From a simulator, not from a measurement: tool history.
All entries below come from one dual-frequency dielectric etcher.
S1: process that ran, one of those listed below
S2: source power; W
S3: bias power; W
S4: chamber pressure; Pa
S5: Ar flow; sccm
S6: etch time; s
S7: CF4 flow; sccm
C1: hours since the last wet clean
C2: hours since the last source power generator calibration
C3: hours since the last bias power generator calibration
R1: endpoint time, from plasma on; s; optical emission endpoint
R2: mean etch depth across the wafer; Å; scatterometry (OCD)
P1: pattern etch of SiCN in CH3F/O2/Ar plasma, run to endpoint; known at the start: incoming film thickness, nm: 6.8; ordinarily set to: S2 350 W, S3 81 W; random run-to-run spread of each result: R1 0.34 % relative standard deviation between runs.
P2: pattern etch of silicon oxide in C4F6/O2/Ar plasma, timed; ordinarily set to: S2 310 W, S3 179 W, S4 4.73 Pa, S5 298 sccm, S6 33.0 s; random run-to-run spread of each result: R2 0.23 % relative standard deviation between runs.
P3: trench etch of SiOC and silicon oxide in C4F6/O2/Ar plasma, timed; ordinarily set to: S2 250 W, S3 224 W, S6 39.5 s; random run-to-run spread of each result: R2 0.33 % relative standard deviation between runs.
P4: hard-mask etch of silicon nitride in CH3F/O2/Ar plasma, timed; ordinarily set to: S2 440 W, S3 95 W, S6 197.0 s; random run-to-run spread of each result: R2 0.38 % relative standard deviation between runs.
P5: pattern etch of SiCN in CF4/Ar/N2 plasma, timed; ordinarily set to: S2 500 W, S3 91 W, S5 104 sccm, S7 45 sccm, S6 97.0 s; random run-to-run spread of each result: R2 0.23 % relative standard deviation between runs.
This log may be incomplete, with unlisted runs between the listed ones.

run	hour	S1	S2	S3	S4	S5	S6	S7	C1	C2	C3	R1	R2
1	3.4	P1	350	81					247.3	484.1	1196.4	18.326	
2	10.4	P2	310	179	3.47	298	33.0		254.3	491.1	1203.4		972.84
3	15.7	P1	350	81					259.6	496.4	1208.7	18.220	
4	22.7	P1	430	113					266.6	503.4	1215.7	14.938	
5	27.0	P4	620	95			197.0		270.9	507.7	1220.0		1884.60
6	32.9	P3	190	224			39.5		276.8	513.6	1225.9		633.30
7	39.1	P2	310	179	4.73	298	48.0		283.0	519.8	1232.1		1353.70
8	46.0	P2	310	179	4.73	385	33.0		289.9	526.7	1239.0		910.87
9	49.6	P1	350	81					293.5	530.3	1242.6	18.324	
10	56.4	P3	250	131			39.5		300.3	537.1	1249.4		594.26
11	63.1	P4	440	95			197.0		307.0	543.8	1256.1		1631.30
12	67.0	P5	500	91		124	97.0	45	310.9	547.7	1260.0		908.43
13	72.6	P1	350	81					316.5	553.3	1265.6	18.337	
14	76.6	P5	500	70		104	97.0	45	320.5	557.3	1269.6		839.52
15	81.4	P1	240	81					325.3	562.1	1274.4	21.119	
16	88.0	P1	430	81					331.9	568.7	1281.0	16.953	
17	94.0	P4	440	95			262.5		337.9	574.7	1287.0		2191.50
18	100.3	P1	350	56					344.2	581.0	1293.3	20.889	
19	104.6	P2	310	179	4.73	298	33.0		348.5	585.3	1297.6		936.46
20	110.5	P5	500	91		104	67.0	45	354.4	591.2	1303.5		640.31
21	113.8	P2	310	233	4.73	298	33.0		357.7	594.5	1306.8		1021.50
22	117.1	P1	350	112					361.0	597.8	1310.1	16.326	
23	124.3	P5	590	91		104	97.0	45	368.2	605.0	1317.3		1073.70
# hour 126.2: wet clean of the chamber
24	128.6	P5	500	91		104	97.0	33	2.5	609.3	1321.6		884.31
25	132.7	P3	250	224			39.5		6.6	613.4	1325.7		704.93
26	137.1	P2	180	179	4.73	298	33.0		11.0	617.8	1330.1		762.49
27	144.1	P2	310	179	4.73	298	33.0		18.0	624.8	1337.1		933.77
28	148.4	P5	500	91		104	97.0	45	22.3	629.1	1341.4		933.15
29	154.2	P3	250	224			39.5		28.1	634.9	1347.2		702.57
30	158.4	P1	430	102					32.3	639.1	1351.4	15.635	
31	165.1	P1	350	81					39.0	645.8	1358.1	18.384	
32	170.5	P4	440	119			197.0		44.4	651.2	1363.5		1798.80
33	176.0	P3	250	224			28.0		49.9	656.7	1369.0		499.31
34	179.2	P1	350	81					53.1	659.9	1372.2	18.227	
35	182.5	P1	350	81					56.4	663.2	1375.5	18.262	
36	188.1	P1	350	81					62.0	668.8	1381.1	18.100	
37	194.9	P1	350	81					68.8	675.6	1387.9	18.117	
38	198.2	P1	350	81					72.1	678.9	1391.2	18.040	
39	202.5	P1	350	81					76.4	683.2	1395.5	18.087	
40	208.7	P1	350	81					82.6	689.4	1401.7	18.079	
# hour 210.3: wet clean of the chamber
41	214.7	P1	350	81					4.4	695.4	1407.7	18.028	
42	220.9	P1	350	81					10.6	701.6	1413.9	17.960	
43	225.8	P1	350	81					15.5	706.5	1418.8	18.059	

What P1 gives has crept away from where it was. These 2 causes fit the log equally well, each at the size given:
A: source power that arrives over what is set, % = 4.69
B: bias power that arrives over what is set, % = 4.75
Onset of the creep was near hour 179.2.
The rest of the possible causes, and what rules out each one:
chamber walls in a state that raises the etch rate, %: serviced at hour 210.3, after the drift had started, without restoring the earlier output

Listed below are the offered check runs, one wafer per run, with question marks in place of results. For which of them would the causes give clearly different outcomes?
check 1	230.7	P3	250	224			39.5						?
check 2	230.7	P5	500	91		104	97.0	45					?
check 3	230.7	P2	310	179	4.73	298	33.0						?
check 4	230.7	P4	440	95			197.0						?

What every check run would give for each of its results, assuming each possible cause in turn:
check	result	if A	if B
check 1	R2	716.35	715.25
check 2	R2	967.04	946.35
check 3	R2	952.90	950.26
check 4	R2	1672.00	1671.50
Smallest distance between any two causes, each pair judged by its most separating result, in per cent: check 1 0.15 %; check 2 2.16 %; check 3 0.28 %; check 4 0.03 %
Only in check 2 would the causes give clearly different results; in the remaining checks their results would be nearly the same.

Running check 2 produced the following: R2 946.12 Å. Which one of the listed causes fits?

The cause is B: bias power that arrives over what is set, %.

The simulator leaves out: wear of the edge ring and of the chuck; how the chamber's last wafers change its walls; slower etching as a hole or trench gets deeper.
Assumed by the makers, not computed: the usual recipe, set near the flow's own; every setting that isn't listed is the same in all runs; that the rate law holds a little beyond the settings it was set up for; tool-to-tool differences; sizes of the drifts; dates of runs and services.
